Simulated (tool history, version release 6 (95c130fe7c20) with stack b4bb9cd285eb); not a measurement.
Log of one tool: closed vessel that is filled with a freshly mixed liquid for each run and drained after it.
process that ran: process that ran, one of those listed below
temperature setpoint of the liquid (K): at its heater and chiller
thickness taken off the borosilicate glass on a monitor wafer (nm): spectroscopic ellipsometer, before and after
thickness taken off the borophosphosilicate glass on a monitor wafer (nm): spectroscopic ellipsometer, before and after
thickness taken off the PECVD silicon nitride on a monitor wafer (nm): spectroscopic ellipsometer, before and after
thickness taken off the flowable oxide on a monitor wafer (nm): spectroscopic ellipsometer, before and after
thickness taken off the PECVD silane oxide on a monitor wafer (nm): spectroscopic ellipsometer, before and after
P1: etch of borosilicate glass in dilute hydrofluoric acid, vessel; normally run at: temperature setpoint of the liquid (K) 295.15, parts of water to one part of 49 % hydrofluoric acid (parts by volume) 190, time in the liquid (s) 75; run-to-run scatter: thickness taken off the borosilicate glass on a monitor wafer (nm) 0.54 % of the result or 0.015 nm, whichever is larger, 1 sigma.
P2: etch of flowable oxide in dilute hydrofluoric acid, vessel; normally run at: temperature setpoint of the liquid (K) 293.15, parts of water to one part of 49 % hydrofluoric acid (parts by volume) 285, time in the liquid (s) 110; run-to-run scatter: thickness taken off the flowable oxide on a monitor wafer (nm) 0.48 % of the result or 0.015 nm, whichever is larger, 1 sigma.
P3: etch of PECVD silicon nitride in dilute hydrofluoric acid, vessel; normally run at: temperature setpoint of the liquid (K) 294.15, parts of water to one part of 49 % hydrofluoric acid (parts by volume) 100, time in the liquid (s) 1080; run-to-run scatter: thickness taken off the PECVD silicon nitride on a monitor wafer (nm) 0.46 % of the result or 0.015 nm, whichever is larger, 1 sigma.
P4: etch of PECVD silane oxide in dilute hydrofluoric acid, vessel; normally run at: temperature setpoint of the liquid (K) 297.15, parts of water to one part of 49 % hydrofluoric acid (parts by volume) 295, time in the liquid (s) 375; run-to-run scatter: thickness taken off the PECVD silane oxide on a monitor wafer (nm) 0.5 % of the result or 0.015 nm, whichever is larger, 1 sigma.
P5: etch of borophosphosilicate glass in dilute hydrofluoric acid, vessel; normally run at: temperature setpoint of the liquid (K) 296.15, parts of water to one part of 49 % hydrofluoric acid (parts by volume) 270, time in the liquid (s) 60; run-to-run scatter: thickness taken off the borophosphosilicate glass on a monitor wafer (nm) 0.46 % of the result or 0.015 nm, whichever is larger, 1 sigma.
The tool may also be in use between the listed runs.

run	day	process that ran	temperature setpoint of the liquid (K)	parts of water to one part of 49 % hydrofluoric acid (parts by volume)	time in the liquid (s)	hours since the thermometer was replaced	hours since the hydrofluoric acid flow meter was replaced	thickness taken off the borosilicate glass on a monitor wafer (nm)	thickness taken off the borophosphosilicate glass on a monitor wafer (nm)	thickness taken off the PECVD silicon nitride on a monitor wafer (nm)	thickness taken off the flowable oxide on a monitor wafer (nm)	thickness taken off the PECVD silane oxide on a monitor wafer (nm)
1	0.417	P1	295.15	190	75	776.4	293.1	9.0833				
2	0.896	P5	296.15	270	60	787.9	304.6		12.358			
3	1.404	P3	300.65	100	1080	800.1	316.8			23.042		
4	2.038	P3	294.15	100	1080	815.3	332			14.98		
5	2.529	P2	301.15	285	110	827.1	343.8				14.477	
6	3.121	P2	293.15	285	110	841.3	358				11.029	
7	3.575	P1	291.65	265	75	852.2	368.9	5.3601				
8	4.125	P5	296.15	55	60	865.4	382.1		77.259			
9	4.658	P5	296.15	270	120	878.2	394.9		24.931			
10	5.125	P4	297.15	540	375	889.4	406.1					7.6115
11	5.654	P1	295.15	190	75	902.1	418.8	9.1658				
12	5.942	P1	295.15	190	75	909	425.7	9.1626				
13	6.25	P1	295.15	335	40	916.4	433.1	2.3995				
14	6.567	P2	293.15	455	110	924	440.7				5.973	
15	7.179	P4	297.15	295	85	938.7	455.4					3.9998
16	7.733	P1	295.15	190	75	952	468.7	9.189				
17	8.221	P1	295.15	50	75	963.7	480.4	40.82				
18	8.846	P1	295.15	190	75	978.7	495.4	9.1525				
19	9.192	P4	290.65	295	375	987	503.7					13.695
20	9.546	P3	294.15	100	1080	995.5	512.2			14.998		
21	10.129	P5	290.15	270	60	1009.5	526.2		9.9408			
22	10.404	P1	295.15	190	30	1016.1	532.8	3.6348				
# day 10.6: hydrofluoric acid flow meter replaced
23	10.988	P2	293.15	285	110	1030.1	9.3				10.973	
24	11.429	P4	297.15	295	375	1040.7	19.9					17.498
25	11.896	P4	297.15	295	375	1051.9	31.1					17.507
26	12.454	P1	295.15	320	75	1065.3	44.5	4.8228				
27	12.983	P3	294.15	140	1080	1078	57.2			10.758		
28	13.342	P3	294.15	100	1965	1086.6	65.8			27.307		
29	13.908	P1	295.15	190	125	1100.2	79.4	15.34				
30	14.325	P1	290.15	190	75	1110.2	89.4	7.486				
31	14.925	P1	299.15	190	75	1124.6	103.8	10.693				
32	15.233	P2	293.15	285	180	1132	111.2				18.11	
33	15.567	P1	295.15	190	75	1140	119.2	9.2113				
34	15.854	P1	295.15	190	75	1146.9	126.1	9.1495				
35	16.467	P1	295.15	190	75	1161.6	140.8	9.3011				
36	16.992	P1	295.15	190	75	1174.2	153.4	9.5567				
37	17.571	P1	295.15	190	75	1188.1	167.3	9.719				
38	18.046	P1	295.15	190	75	1199.5	178.7	9.8198				
39	18.442	P1	295.15	190	75	1209	188.2	9.8266				
40	18.875	P1	295.15	190	75	1219.4	198.6	9.836				
41	19.233	P1	295.15	190	75	1228	207.2	9.9643				

What P1 gives has crept away from where it was. These 2 causes fit the log equally well, each at the size given:
A: liquid hotter than its thermometer reads (K) = 2.05
B: hydrofluoric acid flow above the setpoint (%) = 6.67
The creep began at about day 16.467.

4 check runs are offered, one wafer each, their results left as question marks. Which one tells the causes apart?
check 1	19.592	P3	294.15	100	1080					?		
check 2	19.592	P4	297.15	295	375							?
check 3	19.592	P2	293.15	285	110						?	
check 4	19.592	P5	296.15	270	60				?			

What each check would give under each cause:
check	result	if A	if B
check 1	thickness taken off the PECVD silicon nitride on a monitor wafer (nm)	17.131	15.907
check 2	thickness taken off the PECVD silane oxide on a monitor wafer (nm)	18.68	18.911
check 3	thickness taken off the flowable oxide on a monitor wafer (nm)	11.849	11.924
check 4	thickness taken off the borophosphosilicate glass on a monitor wafer (nm)	13.341	13.458
How far apart the two closest causes lie, in the result that separates them most: check 1 7.41 %; check 2 1.23 %; check 3 0.63 %; check 4 0.87 %
Check 1 tells the causes apart: in the others they would give nearly the same result.

Then check 1 was run and gave: thickness taken off the PECVD silicon nitride on a monitor wafer (nm) 17.025. Which cause is it?

It is A: liquid hotter than its thermometer reads (K).

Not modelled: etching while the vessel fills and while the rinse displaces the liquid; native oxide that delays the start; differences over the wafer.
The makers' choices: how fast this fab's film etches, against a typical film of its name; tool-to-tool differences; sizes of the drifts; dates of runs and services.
